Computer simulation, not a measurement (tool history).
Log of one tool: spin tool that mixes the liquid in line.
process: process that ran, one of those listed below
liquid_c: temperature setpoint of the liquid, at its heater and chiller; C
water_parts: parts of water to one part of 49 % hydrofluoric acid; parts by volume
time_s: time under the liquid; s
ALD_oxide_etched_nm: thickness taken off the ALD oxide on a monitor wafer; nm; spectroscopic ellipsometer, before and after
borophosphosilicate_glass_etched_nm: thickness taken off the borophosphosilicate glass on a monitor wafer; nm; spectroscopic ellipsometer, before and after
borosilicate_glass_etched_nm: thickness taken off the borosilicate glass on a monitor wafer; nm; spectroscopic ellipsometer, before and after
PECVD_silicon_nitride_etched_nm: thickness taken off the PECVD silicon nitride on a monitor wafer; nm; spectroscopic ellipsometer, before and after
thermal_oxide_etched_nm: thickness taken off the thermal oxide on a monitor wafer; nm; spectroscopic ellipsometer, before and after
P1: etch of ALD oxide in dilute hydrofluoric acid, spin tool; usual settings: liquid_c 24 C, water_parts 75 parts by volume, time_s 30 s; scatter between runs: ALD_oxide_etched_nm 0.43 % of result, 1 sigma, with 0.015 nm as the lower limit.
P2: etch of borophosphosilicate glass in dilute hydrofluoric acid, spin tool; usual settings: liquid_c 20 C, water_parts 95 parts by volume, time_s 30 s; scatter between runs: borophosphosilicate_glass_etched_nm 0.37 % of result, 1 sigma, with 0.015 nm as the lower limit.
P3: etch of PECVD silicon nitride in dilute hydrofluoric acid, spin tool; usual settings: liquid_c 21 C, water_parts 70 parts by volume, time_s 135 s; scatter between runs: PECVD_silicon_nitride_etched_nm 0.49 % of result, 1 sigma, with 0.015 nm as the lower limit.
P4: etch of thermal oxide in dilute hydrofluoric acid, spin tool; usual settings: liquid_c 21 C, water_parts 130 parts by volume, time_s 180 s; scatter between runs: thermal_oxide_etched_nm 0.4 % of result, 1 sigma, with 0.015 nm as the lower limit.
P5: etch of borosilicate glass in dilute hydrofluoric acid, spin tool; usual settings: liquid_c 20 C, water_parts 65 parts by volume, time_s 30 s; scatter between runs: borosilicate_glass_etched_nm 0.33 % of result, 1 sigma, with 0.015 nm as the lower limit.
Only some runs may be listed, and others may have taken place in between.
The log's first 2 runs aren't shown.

run,day,process,liquid_c,water_parts,time_s,hours since the thermometer was replaced,hours since the hydrofluoric acid flow meter was replaced,ALD_oxide_etched_nm,borophosphosilicate_glass_etched_nm,borosilicate_glass_etched_nm,PECVD_silicon_nitride_etched_nm,thermal_oxide_etched_nm
3,1.758,P2,20,95,30,1133.9,181.3,,12.812,,,
4,2.338,P5,20,35,30,1147.8,195.2,,,28.918,,
5,2.992,P3,21,105,135,1163.5,210.9,,,,5.4595,
6,3.65,P4,17,130,180,1179.3,226.7,,,,,4.8223
7,4.117,P3,17,70,135,1190.5,237.9,,,,6.2086,
8,4.779,P5,20,65,30,1206.4,253.8,,,15.074,,
9,5.321,P1,19,75,30,1219.4,266.8,10.857,,,,
10,5.817,P1,24,75,15,1231.3,278.7,6.712,,,,
11,6.292,P2,17,95,30,1242.7,290.1,,11.406,,,
12,6.829,P5,20,65,15,1255.6,303,,,7.5506,,
13,7.392,P1,20.5,25,30,1269.1,316.5,37.113,,,,
14,8.158,P4,21,130,65,1287.5,334.9,,,,,2.047
15,8.65,P1,24,45,30,1299.3,346.7,23.137,,,,
16,8.996,P2,20,95,15,1307.6,355,,6.4217,,,
17,9.679,P3,21,70,255,1324,371.4,,,,15.405,
18,10.367,P5,20,65,30,1340.5,387.9,,,15.109,,
19,11.154,P4,21,130,180,1359.4,406.8,,,,,5.6586
20,11.529,P2,20,160,30,1368.4,415.8,,7.1612,,,
21,12.092,P3,21,70,135,1381.9,429.3,,,,8.0625,
22,12.467,P5,28,65,30,1390.9,438.3,,,20.657,,
23,13.217,P4,21,240,180,1408.9,456.3,,,,,2.754
24,13.871,P1,24,75,30,1424.6,472,13.395,,,,
25,14.483,P1,24,75,30,1439.3,486.7,13.421,,,,

Run 26 has not been measured yet. What should we expect?
26,14.846,P1,24,75,50,1448,495.4,?,,,,

Logged for run 26: ALD_oxide_etched_nm 22.252 nm.

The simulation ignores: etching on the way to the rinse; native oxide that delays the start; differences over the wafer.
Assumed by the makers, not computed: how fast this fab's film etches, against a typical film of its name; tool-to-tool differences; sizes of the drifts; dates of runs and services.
